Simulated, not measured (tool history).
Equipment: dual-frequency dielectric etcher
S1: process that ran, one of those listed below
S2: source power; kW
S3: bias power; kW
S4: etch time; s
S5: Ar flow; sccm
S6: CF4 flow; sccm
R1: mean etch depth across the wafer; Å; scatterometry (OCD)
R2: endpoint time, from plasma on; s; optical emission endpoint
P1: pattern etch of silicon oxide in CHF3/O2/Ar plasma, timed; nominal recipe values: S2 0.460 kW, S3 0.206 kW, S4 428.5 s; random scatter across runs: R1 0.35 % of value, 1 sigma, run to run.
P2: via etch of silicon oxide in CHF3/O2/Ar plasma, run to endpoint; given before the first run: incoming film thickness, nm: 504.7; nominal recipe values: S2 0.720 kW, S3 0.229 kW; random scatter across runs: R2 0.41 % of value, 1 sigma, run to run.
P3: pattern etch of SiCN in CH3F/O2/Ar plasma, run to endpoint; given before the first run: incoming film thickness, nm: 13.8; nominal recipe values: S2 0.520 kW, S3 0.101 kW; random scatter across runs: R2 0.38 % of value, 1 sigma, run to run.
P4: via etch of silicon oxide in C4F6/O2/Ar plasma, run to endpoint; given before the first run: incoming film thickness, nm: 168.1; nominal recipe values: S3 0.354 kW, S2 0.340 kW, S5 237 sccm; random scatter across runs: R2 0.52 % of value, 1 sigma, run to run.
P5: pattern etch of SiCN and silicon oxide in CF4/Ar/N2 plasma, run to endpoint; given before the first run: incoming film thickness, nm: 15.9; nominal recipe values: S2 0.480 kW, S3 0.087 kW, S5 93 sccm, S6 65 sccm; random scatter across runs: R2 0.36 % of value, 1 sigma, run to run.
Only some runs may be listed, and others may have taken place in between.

run   hour  S1     S2     S3     S4   S5  S6       R1       R2
  1   15.6  P1  0.460  0.206  428.5            7981.9
  2   27.5  P5  0.480  0.122          93  65            14.455
  3   35.1  P2  0.470  0.229                           255.390
  4   43.1  P3  0.520  0.135                            25.618
  5   58.2  P2  0.720  0.229                           218.520
  6   68.8  P4  0.340  0.354         237                42.951
  7   79.3  P1  0.460  0.206  428.5            7915.5
  8   93.5  P5  0.660  0.087          93  65            12.415
  9  107.1  P1  0.560  0.277  428.5            9498.5
 10  118.9  P4  0.340  0.354         329                44.833
 11  131.4  P2  0.720  0.296                           199.260
 12  144.9  P3  0.520  0.101                            28.851
 13  159.3  P1  0.460  0.206  428.5            7974.2
 14  168.6  P5  0.480  0.087         123  65            17.150
 15  175.9  P3  0.380  0.101                            32.413
 16  187.8  P1  0.460  0.206  428.5            7969.9
 17  199.2  P1  0.460  0.283  628.0           13094.0
 18  208.9  P5  0.480  0.087          93  77            16.053
 19  216.4  P1  0.460  0.206  428.5            7928.7
 20  227.8  P1  0.460  0.206  644.0           11992.0
 21  244.7  P4  0.340  0.354         237                43.046
 22  253.4  P3  0.520  0.101                            28.879
 23  264.9  P1  0.460  0.280  428.5            8869.7
 24  273.3  P1  0.550  0.206  428.5            8527.7
 25  283.0  P4  0.340  0.269         237                47.669
 26  294.4  P1  0.460  0.206  428.5            7912.9
 27  305.3  P1  0.370  0.206  428.5            7315.1
 28  319.1  P5  0.480  0.087          93  65            16.413
 29  329.8  P1  0.460  0.126  428.5            6777.8
 30  339.9  P1  0.460  0.206  247.5            4559.8
 31  354.5  P4  0.240  0.354         237                49.543
 32  369.9  P1  0.460  0.206  428.5            7874.7
 33  382.9  P1  0.460  0.206  428.5            7891.8
 34  390.8  P1  0.460  0.206  428.5            7895.0
 35  406.3  P1  0.460  0.206  428.5            7832.8
 36  414.7  P1  0.460  0.206  428.5            7799.9
     418.9  -- wet clean of the chamber
 37  426.8  P1  0.460  0.206  428.5            7779.8
 38  438.6  P1  0.460  0.206  428.5            7797.6

Compared with where it was, what P1 gives has crept away. Each cause listed below fits the log as well as the rest, at the size given for it:
A: bias power that arrives under what is set, % = 4.89
B: source power that arrives under what is set, % = 4.53
The drift started at roughly hour 369.9.
Every other cause this tool's parts could produce, and why it does not fit the log:
chamber walls in a state that lowers the etch rate, %: serviced at hour 418.9, after the drift had started, without restoring the earlier output

You are offered 4 check runs, listed below with question marks in place of their results; each one averages 2 wafers. Which run separates the listed causes by giving clearly different results for each?
check 1  450.4  P2  0.490  0.277                    ?
check 2  450.4  P4  0.340  0.354      320           ?
check 3  450.4  P3  0.390  0.101                    ?
check 4  450.4  P5  0.480  0.118      121  65       ?

Outcome of each check run for each possible cause:
  check  result     if A     if B
check 1      R2  239.740  239.470
check 2      R2   45.460   45.435
check 3      R2   32.642   32.583
check 4      R2   15.544   15.876
Separation of the two closest causes in each check, using whichever result separates them best: check 1 0.11 %; check 2 0.05 %; check 3 0.18 %; check 4 2.11 %
Check 4 distinguishes between the causes, while the remaining checks would return nearly the same result for all of them.

Running check 4 produced the following: R2 15.561 s. Which one of the listed causes fits?

A is the cause: bias power that arrives under what is set, %.
